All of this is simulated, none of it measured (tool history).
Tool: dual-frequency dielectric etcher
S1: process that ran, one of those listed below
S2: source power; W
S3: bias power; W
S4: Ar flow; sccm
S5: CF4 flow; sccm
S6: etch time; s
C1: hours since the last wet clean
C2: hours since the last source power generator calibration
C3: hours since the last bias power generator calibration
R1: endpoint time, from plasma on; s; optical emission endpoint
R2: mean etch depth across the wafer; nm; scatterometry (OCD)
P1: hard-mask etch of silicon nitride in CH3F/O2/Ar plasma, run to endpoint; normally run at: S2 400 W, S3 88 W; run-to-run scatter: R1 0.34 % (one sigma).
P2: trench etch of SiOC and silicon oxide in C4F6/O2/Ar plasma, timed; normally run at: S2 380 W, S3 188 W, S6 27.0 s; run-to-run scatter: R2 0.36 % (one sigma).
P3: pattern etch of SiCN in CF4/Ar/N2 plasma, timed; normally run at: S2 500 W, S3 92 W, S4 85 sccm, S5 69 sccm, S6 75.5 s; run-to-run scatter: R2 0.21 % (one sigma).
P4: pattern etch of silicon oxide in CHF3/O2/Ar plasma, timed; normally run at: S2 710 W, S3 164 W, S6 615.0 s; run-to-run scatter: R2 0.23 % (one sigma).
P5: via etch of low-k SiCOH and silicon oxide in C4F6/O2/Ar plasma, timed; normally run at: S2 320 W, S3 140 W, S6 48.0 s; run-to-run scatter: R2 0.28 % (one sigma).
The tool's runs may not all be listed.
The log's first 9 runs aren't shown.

{"run": 10, "hour": 88.1, "S1": "P2", "S2": 380, "S3": 264, "S6": 27.0, "C1": 310.6, "C2": 2459.9, "C3": 609.6, "R2": 58.833}
{"run": 11, "hour": 96.1, "S1": "P3", "S2": 500, "S3": 92, "S4": 85, "S5": 69, "S6": 75.5, "C1": 318.6, "C2": 2467.9, "C3": 617.6, "R2": 80.085}
{"run": 12, "hour": 103.6, "S1": "P4", "S2": 710, "S3": 164, "S6": 615.0, "C1": 326.1, "C2": 2475.4, "C3": 625.1, "R2": 1252.1}
{"run": 13, "hour": 116.0, "S1": "P3", "S2": 500, "S3": 92, "S4": 116, "S5": 69, "S6": 75.5, "C1": 338.5, "C2": 2487.8, "C3": 637.5, "R2": 76.265}
{"run": 14, "hour": 127.2, "S1": "P3", "S2": 500, "S3": 92, "S4": 85, "S5": 44, "S6": 75.5, "C1": 349.7, "C2": 2499.0, "C3": 648.7, "R2": 75.132}
{"run": 15, "hour": 139.2, "S1": "P5", "S2": 320, "S3": 140, "S6": 48.0, "C1": 361.7, "C2": 2511.0, "C3": 660.7, "R2": 108.79}
{"run": 16, "hour": 146.5, "S1": "P1", "S2": 400, "S3": 88, "C1": 369.0, "C2": 2518.3, "C3": 668.0, "R1": 66.112}
{"run": 17, "hour": 159.6, "S1": "P1", "S2": 400, "S3": 88, "C1": 382.1, "C2": 2531.4, "C3": 681.1, "R1": 65.977}
{"run": 18, "hour": 167.9, "S1": "P1", "S2": 400, "S3": 66, "C1": 390.4, "C2": 2539.7, "C3": 689.4, "R1": 73.005}
{"run": 19, "hour": 177.6, "S1": "P1", "S2": 400, "S3": 88, "C1": 400.1, "C2": 2549.4, "C3": 699.1, "R1": 65.966}
{"run": 20, "hour": 186.0, "S1": "P4", "S2": 710, "S3": 164, "S6": 810.0, "C1": 408.5, "C2": 2557.8, "C3": 707.5, "R2": 1655.7}
{"run": 21, "hour": 194.3, "S1": "P2", "S2": 380, "S3": 188, "S6": 15.0, "C1": 416.8, "C2": 2566.1, "C3": 715.8, "R2": 29.174}
{"run": 22, "hour": 206.9, "S1": "P1", "S2": 340, "S3": 105, "C1": 429.4, "C2": 2578.7, "C3": 728.4, "R1": 65.778}
{"run": 23, "hour": 219.0, "S1": "P3", "S2": 620, "S3": 92, "S4": 85, "S5": 69, "S6": 75.5, "C1": 441.5, "C2": 2590.8, "C3": 740.5, "R2": 96.399}
{"run": 24, "hour": 231.3, "S1": "P5", "S2": 320, "S3": 140, "S6": 48.0, "C1": 453.8, "C2": 2603.1, "C3": 752.8, "R2": 108.65}
{"run": 25, "hour": 239.9, "S1": "P1", "S2": 400, "S3": 88, "C1": 462.4, "C2": 2611.7, "C3": 761.4, "R1": 66.09}
{"run": 26, "hour": 246.1, "S1": "P2", "S2": 260, "S3": 188, "S6": 27.0, "C1": 468.6, "C2": 2617.9, "C3": 767.6, "R2": 45.098}
{"run": 27, "hour": 256.6, "S1": "P5", "S2": 320, "S3": 102, "S6": 48.0, "C1": 479.1, "C2": 2628.4, "C3": 778.1, "R2": 99.088}
{"run": 28, "hour": 267.4, "S1": "P1", "S2": 400, "S3": 88, "C1": 489.9, "C2": 2639.2, "C3": 788.9, "R1": 65.835}

Run 29 comes next. What will it give?
{"run": 29, "hour": 278.0, "S1": "P2", "S2": 380, "S3": 188, "S6": 27.0, "C1": 500.5, "C2": 2649.8, "C3": 799.5, "R2": "?"}

{"run 29": {"R2": 52.289}}

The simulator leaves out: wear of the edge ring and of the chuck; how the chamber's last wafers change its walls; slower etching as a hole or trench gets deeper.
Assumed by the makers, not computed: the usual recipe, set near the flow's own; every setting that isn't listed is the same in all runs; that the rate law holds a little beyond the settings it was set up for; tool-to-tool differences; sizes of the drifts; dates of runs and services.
